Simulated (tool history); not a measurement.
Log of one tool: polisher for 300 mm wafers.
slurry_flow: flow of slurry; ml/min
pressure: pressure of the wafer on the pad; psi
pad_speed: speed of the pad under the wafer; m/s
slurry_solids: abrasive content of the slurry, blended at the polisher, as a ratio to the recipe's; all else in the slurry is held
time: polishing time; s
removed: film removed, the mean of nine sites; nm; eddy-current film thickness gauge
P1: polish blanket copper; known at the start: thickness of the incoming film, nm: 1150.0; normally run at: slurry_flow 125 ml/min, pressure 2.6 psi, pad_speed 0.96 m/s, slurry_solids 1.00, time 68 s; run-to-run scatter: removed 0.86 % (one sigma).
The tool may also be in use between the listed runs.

run	day	slurry_flow	pressure	pad_speed	slurry_solids	time	removed
1	0.221	125	2.6	0.96	1.00	68	149.330
2	0.554	125	2.6	0.96	1.00	68	148.530
3	0.775	75	2.6	0.96	1.00	68	130.290
4	1.150	125	2.6	1.44	1.00	68	225.370
5	1.433	125	2.6	0.96	1.00	87	192.250
# day 1.458: head pressure recalibrated
6	1.675	125	2.6	0.96	1.00	68	149.940
7	2.046	190	2.6	0.96	1.00	68	163.010
8	2.283	125	2.6	0.60	1.00	68	93.127
# day 2.429: worn pad replaced by a new one
9	2.492	125	2.6	0.96	1.00	68	149.930
10	2.704	125	2.6	0.96	1.00	68	151.450
11	3.050	125	2.6	0.96	0.65	68	136.800
# day 3.275: slurry blender recalibrated
12	3.450	125	2.6	0.96	1.35	68	161.450
13	3.646	125	2.6	0.96	1.00	68	151.030
14	3.933	125	2.6	0.96	1.00	47	103.410
15	4.304	125	1.3	0.96	1.00	68	75.202
16	4.592	125	4.1	0.96	1.00	68	239.340
17	4.975	165	2.6	0.96	1.45	68	170.290
18	5.333	125	2.6	0.96	1.00	68	148.130
19	5.771	125	2.6	0.96	1.00	68	144.920
20	6.062	125	2.6	0.96	1.00	68	141.630
21	6.312	125	2.6	0.96	1.00	68	140.300
22	6.529	125	2.6	0.96	1.00	68	138.370
# day 6.883: worn pad replaced by a new one
23	6.892	125	2.6	0.96	1.00	68	136.170
# day 7.142: slurry blender recalibrated
24	7.225	125	2.6	0.96	1.00	68	135.960
25	7.462	125	2.6	0.96	1.00	68	133.980
26	7.846	125	2.6	0.96	1.00	68	132.340
27	8.104	125	2.6	0.96	1.00	68	134.740
28	8.458	125	2.6	0.96	1.00	68	134.660

Run 29 comes next. What will it give?
29	8.721	125	2.6	0.96	1.00	68	?

removed: 131.140 nm
